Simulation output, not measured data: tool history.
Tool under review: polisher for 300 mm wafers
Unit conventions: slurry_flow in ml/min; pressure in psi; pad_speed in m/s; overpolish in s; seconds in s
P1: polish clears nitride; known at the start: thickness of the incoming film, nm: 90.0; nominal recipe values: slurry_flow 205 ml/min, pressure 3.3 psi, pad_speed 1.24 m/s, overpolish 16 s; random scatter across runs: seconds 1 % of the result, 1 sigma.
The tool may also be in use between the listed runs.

run    day  slurry_flow  pressure  pad_speed  overpolish  wafers polished on this pad  hours since the slurry nozzle was cleaned  hours since the head pressure was calibrated  seconds
  1  0.538          205       3.3       1.24          16                          419                                      164.8                                         630.5   70.664
  2  1.117          205       5.2       1.24          16                          487                                      178.7                                         644.4   45.121
  3  1.696          205       3.3       1.24          16                          555                                      192.6                                         658.3   71.635
  4  2.175          265       1.7       1.24          16                          611                                      204.1                                         669.8    131.1
  5  2.683          205       3.3       1.24          16                          670                                      216.3                                           682   70.283
  6  3.079          125       3.3       1.24          16                          716                                      225.8                                         691.5   78.705
  7  3.612          205       3.3       1.24          16                          779                                      238.6                                         704.3    71.47
  8  3.925          205       1.5       1.24          16                          815                                      246.1                                         711.8   158.49
  9   4.35          205       3.3       0.68          16                          865                                      256.3                                           722   130.58
 10  4.712          205       4.7       1.82          16                          907                                        265                                         730.7   34.141
 11  5.304          315       3.3       1.24          16                          976                                      279.2                                         744.9   69.009
 12    5.7          205       3.3       1.24           6                         1022                                      288.7                                         754.4   71.643
 13  6.108          205       3.3       1.24          16                         1070                                      298.5                                         764.2   72.035
 14  6.617          265       3.3       1.24           5                         1130                                      310.7                                         776.4   68.587
 15  6.958          205       3.3       1.62          16                         1170                                      318.9                                         784.6   54.822
 16  7.479          205       3.3       1.24          30                         1230                                      331.4                                         797.1   71.069
 17  7.804          205       3.3       1.24          16                         1268                                      339.2                                         804.9   71.282
 18  8.292          205       3.3       1.24          16                         1325                                      350.9                                         816.6   72.816
 19  8.671          205       3.3       1.24          16                         1370                                        360                                         825.7   74.412
 20  9.062          205       3.3       1.24          16                         1415                                      369.4                                         835.1   74.426

Run 21 comes next. What will it give?
 21  9.675          205       3.3       1.24          16                         1487                                      384.1                                         849.8        ?

seconds: 74.61 s
